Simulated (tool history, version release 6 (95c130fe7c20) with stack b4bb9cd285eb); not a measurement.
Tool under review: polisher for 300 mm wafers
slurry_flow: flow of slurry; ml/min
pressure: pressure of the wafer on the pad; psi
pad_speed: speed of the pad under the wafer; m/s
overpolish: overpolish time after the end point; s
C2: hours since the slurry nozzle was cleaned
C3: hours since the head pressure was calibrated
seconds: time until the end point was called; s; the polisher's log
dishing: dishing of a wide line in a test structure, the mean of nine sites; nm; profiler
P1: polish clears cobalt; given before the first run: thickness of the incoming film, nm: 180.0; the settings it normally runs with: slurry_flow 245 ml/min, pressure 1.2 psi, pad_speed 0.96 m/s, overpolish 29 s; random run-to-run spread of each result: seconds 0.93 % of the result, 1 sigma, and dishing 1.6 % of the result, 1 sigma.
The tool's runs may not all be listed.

run 1 hour=8.5 | slurry_flow=245 pressure=1.2 pad_speed=0.96 overpolish=29 | wafers_polished_on_this_pad=306 C2=450.1 C3=554.1 | seconds=58.099 dishing=53.636
run 2 hour=19.8 | slurry_flow=245 pressure=1.2 pad_speed=0.96 overpolish=29 | wafers_polished_on_this_pad=389 C2=461.4 C3=565.4 | seconds=58.715 dishing=54.596
run 3 hour=25.8 | slurry_flow=245 pressure=1.2 pad_speed=0.96 overpolish=29 | wafers_polished_on_this_pad=433 C2=467.4 C3=571.4 | seconds=58.430 dishing=54.059
run 4 hour=37.4 | slurry_flow=245 pressure=1.2 pad_speed=0.96 overpolish=29 | wafers_polished_on_this_pad=518 C2=479.0 C3=583.0 | seconds=58.587 dishing=53.464
run 5 hour=47.0 | slurry_flow=380 pressure=1.2 pad_speed=0.96 overpolish=29 | wafers_polished_on_this_pad=589 C2=488.6 C3=592.6 | seconds=56.380 dishing=55.488
-- hour=51.3 slurry nozzle cleaned
run 6 hour=54.2 | slurry_flow=245 pressure=1.2 pad_speed=0.96 overpolish=29 | wafers_polished_on_this_pad=642 C2=3.0 C3=599.8 | seconds=58.012 dishing=51.967
run 7 hour=62.6 | slurry_flow=145 pressure=1.2 pad_speed=0.96 overpolish=29 | wafers_polished_on_this_pad=704 C2=11.4 C3=608.2 | seconds=62.294 dishing=51.810
run 8 hour=72.7 | slurry_flow=245 pressure=1.2 pad_speed=0.46 overpolish=29 | wafers_polished_on_this_pad=778 C2=21.5 C3=618.3 | seconds=123.910 dishing=33.175
run 9 hour=83.2 | slurry_flow=245 pressure=1.2 pad_speed=0.50 overpolish=9 | wafers_polished_on_this_pad=855 C2=32.0 C3=628.8 | seconds=110.720 dishing=13.004
run 10 hour=91.2 | slurry_flow=245 pressure=1.2 pad_speed=1.38 overpolish=42 | wafers_polished_on_this_pad=914 C2=40.0 C3=636.8 | seconds=39.822 dishing=73.066
run 11 hour=101.6 | slurry_flow=245 pressure=1.2 pad_speed=0.96 overpolish=9 | wafers_polished_on_this_pad=990 C2=50.4 C3=647.2 | seconds=57.832 dishing=22.471
run 12 hour=111.7 | slurry_flow=335 pressure=1.2 pad_speed=0.96 overpolish=9 | wafers_polished_on_this_pad=1064 C2=60.5 C3=657.3 | seconds=57.173 dishing=23.494
run 13 hour=122.9 | slurry_flow=245 pressure=1.9 pad_speed=0.96 overpolish=29 | wafers_polished_on_this_pad=1146 C2=71.7 C3=668.5 | seconds=37.069 dishing=67.483
run 14 hour=133.1 | slurry_flow=245 pressure=1.2 pad_speed=0.96 overpolish=53 | wafers_polished_on_this_pad=1221 C2=81.9 C3=678.7 | seconds=58.942 dishing=72.157
run 15 hour=141.8 | slurry_flow=245 pressure=1.2 pad_speed=1.38 overpolish=29 | wafers_polished_on_this_pad=1285 C2=90.6 C3=687.4 | seconds=40.235 dishing=63.794
run 16 hour=150.2 | slurry_flow=245 pressure=0.6 pad_speed=0.96 overpolish=29 | wafers_polished_on_this_pad=1347 C2=99.0 C3=695.8 | seconds=114.270 dishing=33.616
run 17 hour=156.9 | slurry_flow=245 pressure=1.2 pad_speed=0.96 overpolish=29 | wafers_polished_on_this_pad=1396 C2=105.7 C3=702.5 | seconds=58.739 dishing=53.750

What does the tool deliver on the next run?
run 18 hour=167.0 | slurry_flow=245 pressure=1.2 pad_speed=0.96 overpolish=29 | wafers_polished_on_this_pad=1470 C2=115.8 C3=712.6 | seconds=? dishing=?

{"run 18": {"seconds": 59.051, "dishing": 53.803}}

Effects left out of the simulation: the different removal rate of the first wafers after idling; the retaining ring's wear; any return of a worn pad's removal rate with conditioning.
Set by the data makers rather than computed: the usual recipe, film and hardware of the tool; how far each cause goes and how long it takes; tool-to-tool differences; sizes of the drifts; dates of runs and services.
